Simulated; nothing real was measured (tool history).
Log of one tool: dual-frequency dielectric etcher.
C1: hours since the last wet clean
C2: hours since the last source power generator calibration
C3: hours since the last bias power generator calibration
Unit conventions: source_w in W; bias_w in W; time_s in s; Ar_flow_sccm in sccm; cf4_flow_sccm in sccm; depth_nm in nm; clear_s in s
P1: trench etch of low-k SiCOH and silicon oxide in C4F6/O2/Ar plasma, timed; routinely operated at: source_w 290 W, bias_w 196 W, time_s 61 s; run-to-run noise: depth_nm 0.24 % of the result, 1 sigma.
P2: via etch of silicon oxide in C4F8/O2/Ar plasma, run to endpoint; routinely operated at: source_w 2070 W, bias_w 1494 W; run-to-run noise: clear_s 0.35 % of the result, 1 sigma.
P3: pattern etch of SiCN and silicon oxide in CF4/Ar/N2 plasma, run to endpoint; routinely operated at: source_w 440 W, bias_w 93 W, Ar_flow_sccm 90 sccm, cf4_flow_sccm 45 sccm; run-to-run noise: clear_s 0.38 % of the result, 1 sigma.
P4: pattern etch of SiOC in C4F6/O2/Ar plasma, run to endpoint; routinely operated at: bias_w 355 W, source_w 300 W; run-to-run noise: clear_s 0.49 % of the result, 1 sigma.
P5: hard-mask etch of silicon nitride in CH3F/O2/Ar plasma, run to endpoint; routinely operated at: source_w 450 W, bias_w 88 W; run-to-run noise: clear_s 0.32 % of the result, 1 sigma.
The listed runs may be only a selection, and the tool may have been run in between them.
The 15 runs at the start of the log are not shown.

{"run": 16, "hour": 99.9, "process": "P1", "source_w": 290, "bias_w": 196, "time_s": 61, "C1": 359.7, "C2": 2931.8, "C3": 1246.3, "depth_nm": 177.7}
{"run": 17, "hour": 107.9, "process": "P5", "source_w": 450, "bias_w": 88, "C1": 367.7, "C2": 2939.8, "C3": 1254.3, "clear_s": 41.995}
{"run": 18, "hour": 115.1, "process": "P5", "source_w": 450, "bias_w": 88, "C1": 374.9, "C2": 2947, "C3": 1261.5, "clear_s": 41.976}
{"run": 19, "hour": 118.9, "process": "P1", "source_w": 290, "bias_w": 196, "time_s": 61, "C1": 378.7, "C2": 2950.8, "C3": 1265.3, "depth_nm": 177.96}
{"run": 20, "hour": 124.2, "process": "P1", "source_w": 290, "bias_w": 230, "time_s": 33.5, "C1": 384, "C2": 2956.1, "C3": 1270.6, "depth_nm": 102.67}
{"run": 21, "hour": 129.4, "process": "P1", "source_w": 290, "bias_w": 124, "time_s": 61, "C1": 389.2, "C2": 2961.3, "C3": 1275.8, "depth_nm": 153.98}
{"run": 22, "hour": 136.1, "process": "P3", "source_w": 440, "bias_w": 69, "Ar_flow_sccm": 90, "cf4_flow_sccm": 45, "C1": 395.9, "C2": 2968, "C3": 1282.5, "clear_s": 16.493}
{"run": 23, "hour": 140.4, "process": "P1", "source_w": 290, "bias_w": 196, "time_s": 90, "C1": 400.2, "C2": 2972.3, "C3": 1286.8, "depth_nm": 261.74}
{"run": 24, "hour": 144.6, "process": "P3", "source_w": 440, "bias_w": 93, "Ar_flow_sccm": 90, "cf4_flow_sccm": 28, "C1": 404.4, "C2": 2976.5, "C3": 1291, "clear_s": 15.856}
{"run": 25, "hour": 151.8, "process": "P5", "source_w": 290, "bias_w": 88, "C1": 411.6, "C2": 2983.7, "C3": 1298.2, "clear_s": 49.53}
{"run": 26, "hour": 160.1, "process": "P3", "source_w": 440, "bias_w": 93, "Ar_flow_sccm": 64, "cf4_flow_sccm": 45, "C1": 419.9, "C2": 2992, "C3": 1306.5, "clear_s": 13.98}
{"run": 27, "hour": 164.3, "process": "P2", "source_w": 2670, "bias_w": 1494, "C1": 424.1, "C2": 2996.2, "C3": 1310.7, "clear_s": 420.92}
{"run": 28, "hour": 168.5, "process": "P1", "source_w": 290, "bias_w": 249, "time_s": 61, "C1": 428.3, "C2": 3000.4, "C3": 1314.9, "depth_nm": 192.25}
{"run": 29, "hour": 176.3, "process": "P5", "source_w": 450, "bias_w": 62, "C1": 436.1, "C2": 3008.2, "C3": 1322.7, "clear_s": 47.356}
{"run": 30, "hour": 182.9, "process": "P3", "source_w": 550, "bias_w": 93, "Ar_flow_sccm": 90, "cf4_flow_sccm": 45, "C1": 442.7, "C2": 3014.8, "C3": 1329.3, "clear_s": 12.144}
{"run": 31, "hour": 190.9, "process": "P2", "source_w": 2070, "bias_w": 1986, "C1": 450.7, "C2": 3022.8, "C3": 1337.3, "clear_s": 435.04}
{"run": 32, "hour": 198.2, "process": "P1", "source_w": 290, "bias_w": 196, "time_s": 61, "C1": 458, "C2": 3030.1, "C3": 1344.6, "depth_nm": 176.98}
{"run": 33, "hour": 206.4, "process": "P1", "source_w": 290, "bias_w": 196, "time_s": 61, "C1": 466.2, "C2": 3038.3, "C3": 1352.8, "depth_nm": 177.05}

Run 34, settings as shown, results not yet in. Your forecast:
{"run": 34, "hour": 214.6, "process": "P1", "source_w": 290, "bias_w": 196, "time_s": 61, "C1": 474.4, "C2": 3046.5, "C3": 1361, "depth_nm": "?"}

depth_nm: 175.93 nm
